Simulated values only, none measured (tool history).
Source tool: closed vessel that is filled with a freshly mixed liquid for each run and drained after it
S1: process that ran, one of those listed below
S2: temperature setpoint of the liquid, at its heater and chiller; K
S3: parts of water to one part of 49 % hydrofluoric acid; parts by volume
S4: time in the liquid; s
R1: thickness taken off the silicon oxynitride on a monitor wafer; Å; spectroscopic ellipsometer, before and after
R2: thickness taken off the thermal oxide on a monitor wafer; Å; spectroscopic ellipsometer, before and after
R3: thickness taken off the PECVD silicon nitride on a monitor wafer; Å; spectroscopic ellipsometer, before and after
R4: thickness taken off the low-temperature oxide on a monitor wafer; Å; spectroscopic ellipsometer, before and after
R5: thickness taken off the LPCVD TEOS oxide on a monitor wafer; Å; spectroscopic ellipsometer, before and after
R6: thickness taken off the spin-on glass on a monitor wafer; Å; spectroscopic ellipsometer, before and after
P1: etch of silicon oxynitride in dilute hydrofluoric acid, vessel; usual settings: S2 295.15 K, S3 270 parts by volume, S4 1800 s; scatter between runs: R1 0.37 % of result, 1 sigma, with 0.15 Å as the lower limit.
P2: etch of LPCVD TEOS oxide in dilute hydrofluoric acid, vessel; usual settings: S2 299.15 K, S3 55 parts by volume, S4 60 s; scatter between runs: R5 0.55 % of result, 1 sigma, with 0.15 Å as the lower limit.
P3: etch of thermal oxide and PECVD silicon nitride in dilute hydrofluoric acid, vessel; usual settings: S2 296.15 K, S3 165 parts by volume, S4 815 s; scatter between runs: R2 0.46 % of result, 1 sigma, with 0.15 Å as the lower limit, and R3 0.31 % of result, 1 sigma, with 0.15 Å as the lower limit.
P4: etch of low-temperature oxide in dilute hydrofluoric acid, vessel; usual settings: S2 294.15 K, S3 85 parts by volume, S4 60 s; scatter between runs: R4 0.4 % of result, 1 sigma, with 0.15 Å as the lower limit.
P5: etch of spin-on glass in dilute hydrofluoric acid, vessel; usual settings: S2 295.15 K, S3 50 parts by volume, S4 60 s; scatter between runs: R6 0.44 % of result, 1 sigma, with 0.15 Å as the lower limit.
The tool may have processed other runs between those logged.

run	hour	S1	S2	S3	S4	R1	R2	R3	R4	R5	R6
1	11.0	P1	295.15	270	1800	125.100					
2	25.0	P1	295.15	270	1800	125.930					
3	39.6	P1	290.15	270	1800	99.770					
4	53.0	P1	295.15	160	1800	227.730					
5	69.4	P3	296.15	165	100		25.443	20.003			
6	84.7	P4	294.15	85	60				139.000		
7	93.2	P2	299.15	55	60					410.65	
8	101.0	P4	294.15	135	60				82.127		
9	118.6	P5	295.15	50	60						334.45
10	128.2	P4	290.15	85	60				117.880		
11	139.9	P5	295.15	50	85						473.87
12	148.2	P2	299.15	20	60					1169.90	
13	164.7	P3	291.65	165	815		173.810	122.170			
14	178.5	P4	294.15	85	30				69.470		
15	195.4	P1	295.15	270	1800	126.370					
16	204.8	P1	302.15	270	1800	169.680					
17	218.3	P1	295.15	475	1800	63.609					
18	231.0	P1	295.15	270	1800	124.990					
19	239.7	P2	299.15	55	85					577.07	
20	250.7	P1	295.15	270	825	57.809					
# hour 263.4: hydrofluoric acid flow meter replaced
21	265.2	P1	295.15	360	2990	147.120					

Run 22 has not been measured yet. What should we expect?
22	277.7	P2	307.15	55	60					?	

Logged for run 22: R5 554.77 Å.
